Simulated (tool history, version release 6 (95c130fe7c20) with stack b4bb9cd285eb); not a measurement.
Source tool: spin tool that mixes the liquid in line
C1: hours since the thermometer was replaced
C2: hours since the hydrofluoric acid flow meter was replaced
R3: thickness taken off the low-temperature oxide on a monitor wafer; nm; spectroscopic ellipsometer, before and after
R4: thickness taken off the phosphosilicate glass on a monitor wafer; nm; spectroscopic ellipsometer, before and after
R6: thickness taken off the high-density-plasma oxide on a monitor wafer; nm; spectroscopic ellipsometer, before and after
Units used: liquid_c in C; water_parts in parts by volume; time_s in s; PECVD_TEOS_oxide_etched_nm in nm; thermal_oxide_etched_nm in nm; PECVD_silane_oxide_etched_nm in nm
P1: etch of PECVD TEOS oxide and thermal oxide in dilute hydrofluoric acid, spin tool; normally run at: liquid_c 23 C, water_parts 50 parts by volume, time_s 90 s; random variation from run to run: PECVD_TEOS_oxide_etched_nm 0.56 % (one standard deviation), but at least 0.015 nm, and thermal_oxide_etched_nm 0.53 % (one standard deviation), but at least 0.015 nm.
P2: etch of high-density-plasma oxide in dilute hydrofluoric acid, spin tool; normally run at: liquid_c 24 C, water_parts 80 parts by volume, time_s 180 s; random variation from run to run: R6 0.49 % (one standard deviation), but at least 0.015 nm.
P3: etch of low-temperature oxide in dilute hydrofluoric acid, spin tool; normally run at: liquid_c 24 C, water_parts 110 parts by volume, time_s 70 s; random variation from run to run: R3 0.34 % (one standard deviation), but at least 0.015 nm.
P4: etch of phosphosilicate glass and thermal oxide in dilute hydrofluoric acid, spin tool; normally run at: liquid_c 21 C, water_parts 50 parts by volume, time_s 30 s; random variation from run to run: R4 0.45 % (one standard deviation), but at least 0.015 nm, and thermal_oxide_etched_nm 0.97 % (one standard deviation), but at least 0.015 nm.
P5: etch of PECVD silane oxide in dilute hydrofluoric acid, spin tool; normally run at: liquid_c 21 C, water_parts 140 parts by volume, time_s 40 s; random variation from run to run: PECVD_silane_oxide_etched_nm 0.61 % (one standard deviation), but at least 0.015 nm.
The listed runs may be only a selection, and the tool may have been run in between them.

Run 1, hour 8.1: process P1, liquid_c 23 C, water_parts 50 parts by volume, time_s 90 s; C1 917.3; C2 321.5. Result: PECVD_TEOS_oxide_etched_nm 25.655 nm, thermal_oxide_etched_nm 8.754 nm.
Run 2, hour 15.9: process P3, liquid_c 24 C, water_parts 110 parts by volume, time_s 15 s; C1 925.1; C2 329.3. Result: R3 4.1096 nm.
Run 3, hour 24.4: process P4, liquid_c 21 C, water_parts 50 parts by volume, time_s 30 s; C1 933.6; C2 337.8. Result: thermal_oxide_etched_nm 2.7254 nm, R4 107.45 nm.
Run 4, hour 30: process P4, liquid_c 27 C, water_parts 50 parts by volume, time_s 30 s; C1 939.2; C2 343.4. Result: thermal_oxide_etched_nm 3.465 nm, R4 137.51 nm.
Run 5, hour 35.7: process P1, liquid_c 23 C, water_parts 50 parts by volume, time_s 90 s; C1 944.9; C2 349.1. Result: PECVD_TEOS_oxide_etched_nm 25.571 nm, thermal_oxide_etched_nm 8.7965 nm.
Run 6, hour 41.8: process P5, liquid_c 21 C, water_parts 140 parts by volume, time_s 40 s; C1 951; C2 355.2. Result: PECVD_silane_oxide_etched_nm 3.8647 nm.
Run 7, hour 47.7: process P1, liquid_c 29.5 C, water_parts 50 parts by volume, time_s 90 s; C1 956.9; C2 361.1. Result: PECVD_TEOS_oxide_etched_nm 33.279 nm, thermal_oxide_etched_nm 11.3 nm.
Run 8, hour 57: process P1, liquid_c 23 C, water_parts 50 parts by volume, time_s 160 s; C1 966.2; C2 370.4. Result: PECVD_TEOS_oxide_etched_nm 45.462 nm, thermal_oxide_etched_nm 15.503 nm.
Run 9, hour 67.6: process P2, liquid_c 24 C, water_parts 80 parts by volume, time_s 180 s; C1 976.8; C2 381. Result: R6 15.499 nm.
Run 10, hour 77.7: process P5, liquid_c 21 C, water_parts 140 parts by volume, time_s 15 s; C1 986.9; C2 391.1. Result: PECVD_silane_oxide_etched_nm 1.4141 nm.
Run 11, hour 82.7: process P4, liquid_c 21 C, water_parts 25 parts by volume, time_s 30 s; C1 991.9; C2 396.1. Result: thermal_oxide_etched_nm 5.528 nm, R4 221.08 nm.
Run 12, hour 89: process P1, liquid_c 23 C, water_parts 50 parts by volume, time_s 90 s; C1 998.2; C2 402.4. Result: PECVD_TEOS_oxide_etched_nm 25.709 nm, thermal_oxide_etched_nm 8.6321 nm.
Run 13, hour 94.2: process P1, liquid_c 23 C, water_parts 75 parts by volume, time_s 90 s; C1 1003.4; C2 407.6. Result: PECVD_TEOS_oxide_etched_nm 16.642 nm, thermal_oxide_etched_nm 5.671 nm.
Run 14, hour 99.2: process P1, liquid_c 23 C, water_parts 50 parts by volume, time_s 35 s; C1 1008.4; C2 412.6. Result: PECVD_TEOS_oxide_etched_nm 10.005 nm, thermal_oxide_etched_nm 3.3863 nm.
Run 15, hour 104.8: process P3, liquid_c 24 C, water_parts 110 parts by volume, time_s 70 s; C1 1014; C2 418.2. Result: R3 19.057 nm.
Run 16, hour 111.5: process P2, liquid_c 24 C, water_parts 80 parts by volume, time_s 85 s; C1 1020.7; C2 424.9. Result: R6 7.3037 nm.
Run 17, hour 117.2: process P1, liquid_c 23 C, water_parts 65 parts by volume, time_s 145 s; C1 1026.4; C2 430.6. Result: PECVD_TEOS_oxide_etched_nm 31.082 nm, thermal_oxide_etched_nm 10.746 nm.
Run 18, hour 126.6: process P2, liquid_c 24 C, water_parts 80 parts by volume, time_s 180 s; C1 1035.8; C2 440. Result: R6 15.579 nm.
Run 19, hour 133: process P1, liquid_c 18.5 C, water_parts 50 parts by volume, time_s 90 s; C1 1042.2; C2 446.4. Result: PECVD_TEOS_oxide_etched_nm 21.238 nm, thermal_oxide_etched_nm 7.1822 nm.
Run 20, hour 138.6: process P2, liquid_c 24 C, water_parts 35 parts by volume, time_s 180 s; C1 1047.8; C2 452. Result: R6 37.207 nm.
Run 21, hour 144.7: process P1, liquid_c 23 C, water_parts 20 parts by volume, time_s 90 s; C1 1053.9; C2 458.1. Result: PECVD_TEOS_oxide_etched_nm 66.855 nm, thermal_oxide_etched_nm 22.775 nm.
Run 22, hour 153.5: process P1, liquid_c 27 C, water_parts 30 parts by volume, time_s 90 s; C1 1062.7; C2 466.9. Result: PECVD_TEOS_oxide_etched_nm 52.108 nm, thermal_oxide_etched_nm 17.622 nm.
Run 23, hour 163.1: process P5, liquid_c 21 C, water_parts 140 parts by volume, time_s 40 s; C1 1072.3; C2 476.5. Result: PECVD_silane_oxide_etched_nm 3.8436 nm.
Run 24, hour 173.2: process P4, liquid_c 21 C, water_parts 50 parts by volume, time_s 15 s; C1 1082.4; C2 486.6. Result: thermal_oxide_etched_nm 1.3713 nm, R4 53.705 nm.
Run 25, hour 181: process P2, liquid_c 17.5 C, water_parts 80 parts by volume, time_s 180 s; C1 1090.2; C2 494.4. Result: R6 11.857 nm.
Run 26, hour 187.3: process P3, liquid_c 24 C, water_parts 200 parts by volume, time_s 70 s; C1 1096.5; C2 500.7. Result: R3 9.4469 nm.
Run 27, hour 197.1: process P1, liquid_c 23 C, water_parts 50 parts by volume, time_s 90 s; C1 1106.3; C2 510.5. Result: PECVD_TEOS_oxide_etched_nm 25.845 nm, thermal_oxide_etched_nm 8.7039 nm.
Run 28, hour 201.8: process P5, liquid_c 28 C, water_parts 140 parts by volume, time_s 40 s; C1 1111; C2 515.2. Result: PECVD_silane_oxide_etched_nm 5.0343 nm.
Run 29, hour 209.4: process P1, liquid_c 23 C, water_parts 50 parts by volume, time_s 90 s; C1 1118.6; C2 522.8. Result: PECVD_TEOS_oxide_etched_nm 25.797 nm, thermal_oxide_etched_nm 8.7684 nm.
Run 30, hour 218.9: process P3, liquid_c 24 C, water_parts 110 parts by volume, time_s 70 s; C1 1128.1; C2 532.3. Result: R3 19.111 nm.
Run 31, hour 226: process P5, liquid_c 21 C, water_parts 245 parts by volume, time_s 40 s; C1 1135.2; C2 539.4. Result: PECVD_silane_oxide_etched_nm 1.9486 nm.
Run 32, hour 232: process P3, liquid_c 17 C, water_parts 110 parts by volume, time_s 70 s; C1 1141.2; C2 545.4. Result: R3 14.35 nm.
Run 33, hour 241.1: process P1, liquid_c 23 C, water_parts 50 parts by volume, time_s 90 s; C1 1150.3; C2 554.5. Result: PECVD_TEOS_oxide_etched_nm 25.789 nm, thermal_oxide_etched_nm 8.7532 nm.
Run 34, hour 246.1: process P1, liquid_c 23 C, water_parts 50 parts by volume, time_s 90 s; C1 1155.3; C2 559.5. Result: PECVD_TEOS_oxide_etched_nm 26.456 nm, thermal_oxide_etched_nm 8.9784 nm.
Run 35, hour 253.6: process P1, liquid_c 23 C, water_parts 50 parts by volume, time_s 90 s; C1 1162.8; C2 567. Result: PECVD_TEOS_oxide_etched_nm 26.991 nm, thermal_oxide_etched_nm 9.1116 nm.
Run 36, hour 260.8: process P1, liquid_c 23 C, water_parts 50 parts by volume, time_s 90 s; C1 1170; C2 574.2. Result: PECVD_TEOS_oxide_etched_nm 27.437 nm, thermal_oxide_etched_nm 9.3123 nm.
Run 37, hour 267.8: process P1, liquid_c 23 C, water_parts 50 parts by volume, time_s 90 s; C1 1177; C2 581.2. Result: PECVD_TEOS_oxide_etched_nm 27.161 nm, thermal_oxide_etched_nm 9.4987 nm.
Run 38, hour 275.5: process P1, liquid_c 23 C, water_parts 50 parts by volume, time_s 90 s; C1 1184.7; C2 588.9. Result: PECVD_TEOS_oxide_etched_nm 27.879 nm, thermal_oxide_etched_nm 9.541 nm.
Run 39, hour 281.4: process P1, liquid_c 23 C, water_parts 50 parts by volume, time_s 90 s; C1 1190.6; C2 594.8. Result: PECVD_TEOS_oxide_etched_nm 27.956 nm, thermal_oxide_etched_nm 9.5991 nm.
Run 40, hour 291.2: process P1, liquid_c 23 C, water_parts 50 parts by volume, time_s 90 s; C1 1200.4; C2 604.6. Result: PECVD_TEOS_oxide_etched_nm 28.075 nm, thermal_oxide_etched_nm 9.5602 nm.
Run 41, hour 296.6: process P1, liquid_c 23 C, water_parts 50 parts by volume, time_s 90 s; C1 1205.8; C2 610. Result: PECVD_TEOS_oxide_etched_nm 28.172 nm, thermal_oxide_etched_nm 9.5824 nm.
Run 42, hour 302.2: process P1, liquid_c 23 C, water_parts 50 parts by volume, time_s 90 s; C1 1211.4; C2 615.6. Result: PECVD_TEOS_oxide_etched_nm 27.854 nm, thermal_oxide_etched_nm 9.5672 nm.
Run 43, hour 307.8: process P1, liquid_c 23 C, water_parts 50 parts by volume, time_s 90 s; C1 1217; C2 621.2. Result: PECVD_TEOS_oxide_etched_nm 28.292 nm, thermal_oxide_etched_nm 9.5522 nm.
Run 44, hour 317.4: process P1, liquid_c 23 C, water_parts 50 parts by volume, time_s 90 s; C1 1226.6; C2 630.8. Result: PECVD_TEOS_oxide_etched_nm 28.234 nm, thermal_oxide_etched_nm 9.6158 nm.

P1 has crept away from where it was. The log is fitted equally well by each of these 2 causes, at the sizes shown:
A: liquid hotter than its thermometer reads (K) = 2.18
B: hydrofluoric acid flow above the setpoint (%) = 8.8
Creep in the process output first set in at about hour 241.1.

Of the 4 check runs below, each run on 5 wafers with the results averaged and each result still a question mark, which one would tell the listed causes apart?
Run check 1, hour 327: process P2, liquid_c 19 C, water_parts 80 parts by volume, time_s 180 s. Result: R6 ?.
Run check 2, hour 327: process P3, liquid_c 17 C, water_parts 110 parts by volume, time_s 70 s. Result: R3 ?.
Run check 3, hour 327: process P5, liquid_c 28 C, water_parts 235 parts by volume, time_s 40 s. Result: PECVD_silane_oxide_etched_nm ?.
Run check 4, hour 327: process P4, liquid_c 24 C, water_parts 50 parts by volume, time_s 30 s. Result: thermal_oxide_etched_nm ?, R4 ?.

Expected result of each check under each candidate cause:
  check                        result    if A    if B
check 1                            R6  13.771  13.784
check 2                            R3  15.708  15.755
check 3  PECVD_silane_oxide_etched_nm  2.8846  2.9779
check 4       thermal_oxide_etched_nm  3.3875  3.3898
check 4                            R4  133.05  133.14
Per-check spread between the two closest causes, in the result where they differ most: check 1 0.1 %; check 2 0.3 %; check 3 3.18 %; check 4 0.07 %
The causes can be told apart only by check 3. The other checks would give nearly the same results under each of them.

Here is what check 3 returned: PECVD_silane_oxide_etched_nm 2.9833 nm. Which cause is it?

B is the cause: hydrofluoric acid flow above the setpoint (%).
